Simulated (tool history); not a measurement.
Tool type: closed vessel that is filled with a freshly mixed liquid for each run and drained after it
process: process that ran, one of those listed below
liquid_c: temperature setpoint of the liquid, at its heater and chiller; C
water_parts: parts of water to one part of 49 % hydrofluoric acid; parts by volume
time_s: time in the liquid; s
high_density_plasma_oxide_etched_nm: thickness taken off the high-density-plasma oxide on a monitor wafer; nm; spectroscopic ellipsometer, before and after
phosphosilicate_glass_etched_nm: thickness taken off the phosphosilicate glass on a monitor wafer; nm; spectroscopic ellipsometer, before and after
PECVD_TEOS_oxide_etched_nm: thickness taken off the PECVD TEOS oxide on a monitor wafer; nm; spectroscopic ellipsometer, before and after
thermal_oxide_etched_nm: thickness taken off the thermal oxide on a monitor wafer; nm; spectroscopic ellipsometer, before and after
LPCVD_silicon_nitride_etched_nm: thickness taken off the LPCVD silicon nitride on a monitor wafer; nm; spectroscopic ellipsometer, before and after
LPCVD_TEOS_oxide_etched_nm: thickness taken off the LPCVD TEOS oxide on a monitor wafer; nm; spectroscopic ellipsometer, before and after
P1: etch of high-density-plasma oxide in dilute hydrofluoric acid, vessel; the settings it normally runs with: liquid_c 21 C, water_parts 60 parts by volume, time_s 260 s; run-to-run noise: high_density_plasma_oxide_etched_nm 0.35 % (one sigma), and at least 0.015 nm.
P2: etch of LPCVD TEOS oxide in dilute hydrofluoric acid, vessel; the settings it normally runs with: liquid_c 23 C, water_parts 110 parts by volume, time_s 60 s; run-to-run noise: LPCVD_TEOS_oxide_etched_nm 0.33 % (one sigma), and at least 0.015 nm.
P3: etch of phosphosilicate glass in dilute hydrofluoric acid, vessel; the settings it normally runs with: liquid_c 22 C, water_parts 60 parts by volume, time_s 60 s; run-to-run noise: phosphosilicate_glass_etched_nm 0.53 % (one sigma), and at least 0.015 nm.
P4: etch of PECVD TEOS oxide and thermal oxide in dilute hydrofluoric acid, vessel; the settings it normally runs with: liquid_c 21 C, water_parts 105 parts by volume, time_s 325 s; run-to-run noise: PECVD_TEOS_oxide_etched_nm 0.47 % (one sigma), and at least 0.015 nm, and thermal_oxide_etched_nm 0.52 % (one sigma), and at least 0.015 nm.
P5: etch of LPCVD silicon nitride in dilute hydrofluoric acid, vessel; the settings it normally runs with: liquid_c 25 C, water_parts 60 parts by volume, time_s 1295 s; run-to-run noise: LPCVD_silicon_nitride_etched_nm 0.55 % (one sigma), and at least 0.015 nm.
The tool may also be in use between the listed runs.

| run | hour | process | liquid_c | water_parts | time_s | hours since the thermometer was replaced | hours since the hydrofluoric acid flow meter was replaced | high_density_plasma_oxide_etched_nm | phosphosilicate_glass_etched_nm | PECVD_TEOS_oxide_etched_nm | thermal_oxide_etched_nm | LPCVD_silicon_nitride_etched_nm | LPCVD_TEOS_oxide_etched_nm |
|---|---|---|---|---|---|---|---|---|---|---|---|---|---|
| 1 | 4.3 | P1 | 21 | 60 | 260 | 487.4 | 1033.4 | 19.722 |  |  |  |  |  |
| 2 | 7.4 | P3 | 26 | 60 | 60 | 490.5 | 1036.5 |  | 234.77 |  |  |  |  |
| 3 | 9.5 | P1 | 21 | 60 | 80 | 492.6 | 1038.6 | 6.0659 |  |  |  |  |  |
| 4 | 11.8 | P4 | 21 | 150 | 325 | 494.9 | 1040.9 |  |  | 22.227 | 8.3887 |  |  |
| 5 | 14.5 | P5 | 19 | 60 | 1295 | 497.6 | 1043.6 |  |  |  |  | 7.7948 |  |
| 6 | 17.1 | P5 | 25 | 60 | 2395 | 500.2 | 1046.2 |  |  |  |  | 21.819 |  |
| 7 | 19.3 | P5 | 25 | 25 | 1295 | 502.4 | 1048.4 |  |  |  |  | 27.34 |  |
| 8 | 23.7 | P2 | 23 | 110 | 110 | 506.8 | 1052.8 |  |  |  |  |  | 15.577 |
| 9 | 25.6 | P1 | 21 | 25 | 260 | 508.7 | 1054.7 | 49.278 |  |  |  |  |  |
| 10 | 29 | P1 | 17 | 60 | 365 | 512.1 | 1058.1 | 23.432 |  |  |  |  |  |
| 11 | 31.9 | P1 | 21 | 60 | 425 | 515 | 1061 | 32.091 |  |  |  |  |  |
| 12 | 35.4 | P4 | 17 | 105 | 325 | 518.5 | 1064.5 |  |  | 28.537 | 10.719 |  |  |
| 13 | 39.8 | P1 | 17 | 60 | 260 | 522.9 | 1068.9 | 16.646 |  |  |  |  |  |
| 14 | 44.2 | P3 | 22 | 20 | 60 | 527.3 | 1073.3 |  | 613.68 |  |  |  |  |
| 15 | 46.8 | P1 | 21 | 60 | 260 | 529.9 | 1075.9 | 19.532 |  |  |  |  |  |
| 16 | 50.9 | P3 | 22 | 60 | 60 | 534 | 1080 |  | 198.22 |  |  |  |  |
| 17 | 52.9 | P4 | 21 | 105 | 140 | 536 | 1082 |  |  | 14.568 | 5.3981 |  |  |
| 18 | 55.1 | P2 | 23 | 50 | 60 | 538.2 | 1084.2 |  |  |  |  |  | 20.086 |
| 19 | 58.9 | P1 | 21 | 105 | 395 | 542 | 1088 | 16.214 |  |  |  |  |  |
| 20 | 63.3 | P1 | 21 | 60 | 260 | 546.4 | 1092.4 | 19.708 |  |  |  |  |  |
| 21 | 66.7 | P1 | 29 | 60 | 260 | 549.8 | 1095.8 | 27.14 |  |  |  |  |  |
| 22 | 70.7 | P4 | 21 | 105 | 325 | 553.8 | 1099.8 |  |  | 33.655 | 12.567 |  |  |
| 23 | 74 | P1 | 21 | 95 | 260 | 557.1 | 1103.1 | 11.874 |  |  |  |  |  |
| 24 | 76.1 | P2 | 28 | 110 | 60 | 559.2 | 1105.2 |  |  |  |  |  | 10.268 |
| 25 | 79.9 | P1 | 21 | 60 | 260 | 563 | 1109 | 19.663 |  |  |  |  |  |
| 26 | 82.8 | P1 | 21 | 60 | 260 | 565.9 | 1111.9 | 19.595 |  |  |  |  |  |
| 27 | 87.1 | P2 | 23 | 110 | 60 | 570.2 | 1116.2 |  |  |  |  |  | 8.4887 |
| 28 | 91.3 | P1 | 21 | 60 | 260 | 574.4 | 1120.4 | 19.626 |  |  |  |  |  |
| 29 | 93.9 | P2 | 23 | 110 | 60 | 577 | 1123 |  |  |  |  |  | 8.4888 |
| 30 | 96.2 | P5 | 25 | 60 | 1295 | 579.3 | 1125.3 |  |  |  |  | 11.654 |  |
| 31 | 99.3 | P1 | 21 | 60 | 260 | 582.4 | 1128.4 | 19.707 |  |  |  |  |  |
| 32 | 103.5 | P3 | 22 | 60 | 30 | 586.6 | 1132.6 |  | 99.354 |  |  |  |  |
| 33 | 105.7 | P1 | 21 | 60 | 260 | 588.8 | 1134.8 | 19.654 |  |  |  |  |  |
| 34 | 109.2 | P1 | 21 | 60 | 260 | 592.3 | 1138.3 | 20.357 |  |  |  |  |  |
| 35 | 111.5 | P1 | 21 | 60 | 260 | 594.6 | 1140.6 | 20.448 |  |  |  |  |  |
| 36 | 114.6 | P1 | 21 | 60 | 260 | 597.7 | 1143.7 | 20.775 |  |  |  |  |  |
| 37 | 118.8 | P1 | 21 | 60 | 260 | 601.9 | 1147.9 | 21.169 |  |  |  |  |  |
| 38 | 122.5 | P1 | 21 | 60 | 260 | 605.6 | 1151.6 | 21.204 |  |  |  |  |  |
| 39 | 124.7 | P1 | 21 | 60 | 260 | 607.8 | 1153.8 | 21.011 |  |  |  |  |  |
| 40 | 127.1 | P1 | 21 | 60 | 260 | 610.2 | 1156.2 | 21.074 |  |  |  |  |  |
| 41 | 131.2 | P1 | 21 | 60 | 260 | 614.3 | 1160.3 | 21.209 |  |  |  |  |  |
| 42 | 133.2 | P1 | 21 | 60 | 260 | 616.3 | 1162.3 | 21.252 |  |  |  |  |  |

What P1 gives has crept off from where it sat before. The 2 causes that follow fit the log equally well, each at the size noted:
A: liquid hotter than its thermometer reads (K) = 1.81
B: hydrofluoric acid flow above the setpoint (%) = 7.25
The creep began at about hour 105.7.

Question marks stand in for the results of the 4 check runs listed below, each run on one wafer. Under which run would the listed causes show clearly different results?
| check 1 | 135.2 | P2 | 23 | 110 | 60 |  |  |  |  |  |  |  | ? |
| check 2 | 135.2 | P5 | 25 | 60 | 1295 |  |  |  |  |  |  | ? |  |
| check 3 | 135.2 | P3 | 22 | 60 | 60 |  |  |  | ? |  |  |  |  |
| check 4 | 135.2 | P4 | 21 | 105 | 325 |  |  |  |  | ? | ? |  |  |

If the cause were each of the candidates in turn, the checks would give the following:
| check | result | if A | if B |
|---|---|---|---|
| check 1 | LPCVD_TEOS_oxide_etched_nm | 9.1303 | 9.2002 |
| check 2 | LPCVD_silicon_nitride_etched_nm | 13.178 | 12.525 |
| check 3 | phosphosilicate_glass_etched_nm | 212.73 | 212.86 |
| check 4 | PECVD_TEOS_oxide_etched_nm | 36.144 | 36.336 |
| check 4 | thermal_oxide_etched_nm | 13.6 | 13.672 |
Separation of the two closest causes in each check, using whichever result separates them best: check 1 0.76 %; check 2 5.09 %; check 3 0.06 %; check 4 0.53 %
Check 2 tells the causes apart: in the others they would give nearly the same result.

Running check 2 produced the following: LPCVD_silicon_nitride_etched_nm 12.626 nm. Which one of the listed causes fits?

It was cause B: hydrofluoric acid flow above the setpoint (%).

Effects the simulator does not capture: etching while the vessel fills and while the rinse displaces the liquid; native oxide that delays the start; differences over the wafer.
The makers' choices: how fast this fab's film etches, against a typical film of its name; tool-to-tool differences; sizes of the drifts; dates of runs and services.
